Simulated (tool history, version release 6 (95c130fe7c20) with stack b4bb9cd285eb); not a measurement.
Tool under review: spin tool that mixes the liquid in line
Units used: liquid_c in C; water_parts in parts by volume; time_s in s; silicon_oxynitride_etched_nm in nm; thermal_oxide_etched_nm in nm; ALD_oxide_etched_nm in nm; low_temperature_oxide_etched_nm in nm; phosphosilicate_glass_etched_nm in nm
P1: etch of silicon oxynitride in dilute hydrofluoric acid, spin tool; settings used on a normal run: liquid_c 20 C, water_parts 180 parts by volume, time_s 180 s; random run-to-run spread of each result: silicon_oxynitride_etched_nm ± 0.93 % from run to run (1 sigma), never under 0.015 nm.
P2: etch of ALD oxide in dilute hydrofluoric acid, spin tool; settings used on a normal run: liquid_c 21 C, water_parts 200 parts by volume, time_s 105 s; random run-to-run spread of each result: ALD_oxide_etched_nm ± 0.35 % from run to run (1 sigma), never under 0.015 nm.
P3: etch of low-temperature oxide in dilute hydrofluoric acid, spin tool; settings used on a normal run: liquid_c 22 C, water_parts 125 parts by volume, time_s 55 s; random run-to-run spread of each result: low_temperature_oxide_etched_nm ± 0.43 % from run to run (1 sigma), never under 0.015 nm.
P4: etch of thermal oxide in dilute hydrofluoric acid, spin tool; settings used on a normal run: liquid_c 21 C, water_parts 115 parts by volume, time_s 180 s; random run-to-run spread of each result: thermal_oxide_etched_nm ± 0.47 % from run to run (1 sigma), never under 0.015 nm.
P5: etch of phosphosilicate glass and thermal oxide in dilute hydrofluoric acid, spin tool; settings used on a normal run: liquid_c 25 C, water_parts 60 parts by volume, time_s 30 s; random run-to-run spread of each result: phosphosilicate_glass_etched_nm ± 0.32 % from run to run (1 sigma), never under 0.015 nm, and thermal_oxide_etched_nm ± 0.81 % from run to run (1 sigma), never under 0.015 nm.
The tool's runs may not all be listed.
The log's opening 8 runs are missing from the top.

run	day	process	liquid_c	water_parts	time_s	silicon_oxynitride_etched_nm	thermal_oxide_etched_nm	ALD_oxide_etched_nm	low_temperature_oxide_etched_nm	phosphosilicate_glass_etched_nm
9	2.7	P1	25	180	180	2.8858				
10	2.942	P4	17	115	180		5.2287			
11	3.354	P1	17	180	180	1.9419				
12	3.721	P1	20	180	180	2.267				
13	4.058	P3	18	125	55				8.523	
14	4.358	P1	20	180	180	2.2949				
15	4.738	P2	21	200	50			3.9044		
16	5.075	P5	25	60	30		2.5448			69.659
17	5.438	P2	21	200	105			8.2275		
18	5.867	P2	21	200	105			8.2149		
19	6.083	P3	22	30	55				47.057	
20	6.504	P5	33.5	60	30		3.5912			96.958
21	6.771	P5	25	25	30		6.4143			175.42
22	7.196	P1	20	180	345	4.3115				
23	7.571	P1	20	325	180	1.1897				
24	7.788	P1	20	180	25	0.28693				
25	8.196	P4	21	55	180		13.7			
26	8.4	P5	25	60	30		2.5259			69.633
27	8.808	P5	25	60	15		1.2907			34.719
28	9.204	P3	22	125	55				10.094	
29	9.492	P1	20	180	180	2.3249				
30	9.838	P3	22	125	90				16.624	
31	10.133	P2	28	200	105			10.656		
32	10.442	P1	20	180	180	2.282				
33	10.708	P1	20	180	180	2.3411				

Run 34 has not been measured yet. What should we expect?
34	11.004	P1	20	180	180	?				

silicon_oxynitride_etched_nm: 2.4136 nm
